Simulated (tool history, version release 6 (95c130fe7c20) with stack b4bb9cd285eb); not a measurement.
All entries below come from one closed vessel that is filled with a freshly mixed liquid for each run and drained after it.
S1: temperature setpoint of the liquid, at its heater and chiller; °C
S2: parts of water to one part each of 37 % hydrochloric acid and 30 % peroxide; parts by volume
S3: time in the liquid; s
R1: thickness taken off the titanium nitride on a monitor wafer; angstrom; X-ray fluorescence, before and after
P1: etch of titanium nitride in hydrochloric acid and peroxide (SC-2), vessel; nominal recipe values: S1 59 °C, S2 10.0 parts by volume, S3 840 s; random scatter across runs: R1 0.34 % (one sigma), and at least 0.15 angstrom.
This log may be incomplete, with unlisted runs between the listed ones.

run	hour	S1	S2	S3	R1
1	9.9	59	10.0	840	318.580
2	21.8	59	10.0	840	319.540
3	33.9	44	10.0	840	118.620
4	44.4	59	4.0	840	636.230
5	59.0	59	10.0	840	318.630
6	68.2	72	10.0	840	700.190
7	83.1	59	10.0	840	316.400
8	91.1	59	18.0	840	191.210
9	100.1	59	10.0	35	13.259
10	113.0	72	4.5	840	1289.900
11	123.7	59	10.0	840	319.320
12	135.3	59	10.0	840	318.550
13	149.4	59	10.0	840	317.850
14	164.5	59	10.0	1515	575.410
15	181.2	59	10.0	840	318.230
16	197.3	59	10.0	840	326.650
17	205.8	59	10.0	840	331.730
18	218.6	59	10.0	840	335.040
19	227.5	59	10.0	840	337.580
20	241.8	59	10.0	840	336.760
21	258.2	59	10.0	840	340.820
22	274.3	59	10.0	840	342.930
23	288.1	59	10.0	840	341.580
24	297.8	59	10.0	840	343.580
25	311.8	59	10.0	840	342.060

Compared with where it was, what P1 gives has crept away. Each cause listed below fits the log as well as the rest, at the size given for it:
A: chemicals flow above the setpoint (%) = 9.63
B: liquid hotter than its thermometer reads (K) = 1.21
At approximately hour 181.2, the process output began to creep.
Ruled out, with reasons:
peroxide weaker than its label (%): cannot exceed 8; that much would move R1 by -7.4 %, which falls short of the creep or goes against it

Each of the check runs listed below is run on 2 wafers and reports their average, with the results left as question marks. Pick the one under which the possible causes would lead to clearly different results.
check 1	325.8	51.5	10.0	840	?
check 2	325.8	44.0	4.0	840	?
check 3	325.8	59.0	17.5	1475	?
check 4	325.8	45.5	13.0	840	?

What each check would give under each cause:
check	result	if A	if B
check 1	R1	211.380	212.160
check 2	R1	250.620	256.490
check 3	R1	373.000	370.760
check 4	R1	113.280	113.680
Gap, in per cent, between the two causes that each check separates least, read from the result that separates them most: check 1 0.37 %; check 2 2.32 %; check 3 0.6 %; check 4 0.35 %
The other checks would show nearly matching results whichever cause is true, so check 2 is the only one that separates the causes.

Running check 2 produced the following: R1 256.560 angstrom. Which one of the listed causes fits?

It was cause B: liquid hotter than its thermometer reads (K).
